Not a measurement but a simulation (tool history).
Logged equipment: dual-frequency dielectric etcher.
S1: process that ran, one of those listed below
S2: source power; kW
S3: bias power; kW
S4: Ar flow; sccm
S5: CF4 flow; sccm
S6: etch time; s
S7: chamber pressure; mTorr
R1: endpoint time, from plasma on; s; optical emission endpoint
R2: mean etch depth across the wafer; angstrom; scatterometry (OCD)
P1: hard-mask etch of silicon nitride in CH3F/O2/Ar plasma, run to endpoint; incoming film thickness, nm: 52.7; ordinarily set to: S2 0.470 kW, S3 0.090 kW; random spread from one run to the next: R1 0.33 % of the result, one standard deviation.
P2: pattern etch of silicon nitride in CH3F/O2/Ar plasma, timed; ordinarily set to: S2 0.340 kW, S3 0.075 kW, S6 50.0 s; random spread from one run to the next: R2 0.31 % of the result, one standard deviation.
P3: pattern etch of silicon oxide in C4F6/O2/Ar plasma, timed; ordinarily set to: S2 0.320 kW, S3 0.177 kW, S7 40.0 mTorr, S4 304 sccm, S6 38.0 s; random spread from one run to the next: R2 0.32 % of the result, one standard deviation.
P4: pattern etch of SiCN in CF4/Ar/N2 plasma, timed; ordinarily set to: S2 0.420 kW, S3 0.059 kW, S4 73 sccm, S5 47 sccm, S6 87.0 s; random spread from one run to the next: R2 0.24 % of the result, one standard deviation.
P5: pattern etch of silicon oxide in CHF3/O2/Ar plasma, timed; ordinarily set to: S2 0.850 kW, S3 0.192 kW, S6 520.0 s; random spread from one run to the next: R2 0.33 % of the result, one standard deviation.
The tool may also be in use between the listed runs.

run,hour,S1,S2,S3,S4,S5,S6,S7,R1,R2
1,4.6,P1,0.470,0.090,,,,,67.911,
2,8.8,P1,0.470,0.126,,,,,60.271,
3,12.4,P4,0.420,0.059,73,47,87.0,,,655.87
4,17.1,P4,0.420,0.059,73,28,87.0,,,602.95
5,21.5,P1,0.470,0.090,,,,,67.950,
6,27.4,P3,0.320,0.214,304,,38.0,40.0,,1088.20
7,33.7,P3,0.320,0.177,304,,22.0,40.0,,597.16
8,37.1,P1,0.470,0.090,,,,,67.631,
9,42.2,P3,0.320,0.177,304,,38.0,48.5,,1008.00
10,47.9,P4,0.420,0.059,73,47,87.0,,,656.06
11,51.4,P1,0.470,0.090,,,,,67.944,
12,55.8,P3,0.320,0.177,304,,38.0,40.0,,1031.30
13,62.9,P2,0.340,0.075,,,61.5,,,394.20
14,69.6,P4,0.580,0.059,73,47,87.0,,,871.67
15,73.9,P1,0.300,0.090,,,,,80.372,
16,80.8,P1,0.470,0.090,,,,,68.060,
17,84.5,P1,0.470,0.059,,,,,78.777,
18,90.8,P5,0.850,0.192,,,520.0,,,11729.00
19,95.0,P2,0.340,0.075,,,50.0,,,319.67
20,99.6,P1,0.470,0.090,,,,,67.962,
21,106.7,P5,1.160,0.192,,,520.0,,,13206.00
# hour 112.8: bias power generator calibrated
22,113.9,P2,0.340,0.101,,,50.0,,,360.32
23,117.8,P3,0.320,0.177,304,,38.0,40.0,,1029.40
24,121.5,P1,0.620,0.090,,,,,61.027,
25,125.6,P5,0.850,0.192,,,286.0,,,6424.60
26,131.6,P3,0.220,0.177,304,,38.0,40.0,,891.31
27,134.9,P2,0.340,0.075,,,50.0,,,321.79
28,140.1,P1,0.640,0.124,,,,,53.983,
29,144.3,P5,0.850,0.125,,,520.0,,,10327.00
30,148.3,P5,0.850,0.192,,,520.0,,,11623.00
31,154.4,P2,0.280,0.075,,,50.0,,,299.29
32,161.2,P4,0.420,0.059,73,47,62.5,,,474.26
33,165.3,P4,0.420,0.059,100,47,87.0,,,620.12
34,172.2,P3,0.320,0.177,234,,38.0,40.0,,1053.90
35,176.4,P4,0.420,0.040,73,47,87.0,,,579.69
36,182.4,P1,0.470,0.090,,,,,67.687,
37,187.7,P1,0.470,0.090,,,,,67.530,
38,192.7,P1,0.470,0.090,,,,,67.349,
39,196.6,P1,0.470,0.090,,,,,67.292,
40,201.1,P1,0.470,0.090,,,,,67.095,
41,208.3,P1,0.470,0.090,,,,,66.956,
42,214.2,P1,0.470,0.090,,,,,67.144,
# hour 216.0: wet clean of the chamber
43,219.5,P1,0.470,0.090,,,,,66.627,
44,225.6,P1,0.470,0.090,,,,,67.095,
45,230.0,P1,0.470,0.090,,,,,66.788,
46,235.4,P1,0.470,0.090,,,,,66.955,
47,240.4,P1,0.470,0.090,,,,,66.641,

Something has made what P1 gives creep away from where it was; the 2 causes below, each at its own stated size, fit the log equally well:
A: source power that arrives over what is set, % = 4.45
B: bias power that arrives over what is set, % = 4.68
The gradual shift began around hour 182.4.
The rest of the possible causes, and what rules out each one:
chamber walls in a state that raises the etch rate, %: serviced at hour 216.0, which brought nothing back

Of the 4 check runs listed below, each run on one wafer and each result written as a question mark, which would let you distinguish the listed causes because they would give clearly different results?
check 1,245.4,P3,0.320,0.177,304,,38.0,40.0,,?
check 2,245.4,P2,0.340,0.075,,,50.0,,,?
check 3,245.4,P5,0.850,0.192,,,520.0,,,?
check 4,245.4,P4,0.420,0.059,73,47,87.0,,,?

How each check would come out, cause by cause:
check,result,if A,if B
check 1,R2,1044.70,1042.40
check 2,R2,326.43,326.32
check 3,R2,11919.00,11901.00
check 4,R2,683.56,668.14
Per-check spread between the two closest causes, in the result where they differ most: check 1 0.22 %; check 2 0.03 %; check 3 0.14 %; check 4 2.28 %
The causes can be told apart only by check 4. The other checks would give nearly the same results under each of them.

Then check 4 was run and gave: R2 667.21 angstrom. Which cause is it?

Of the candidate causes, it is B: bias power that arrives over what is set, %.
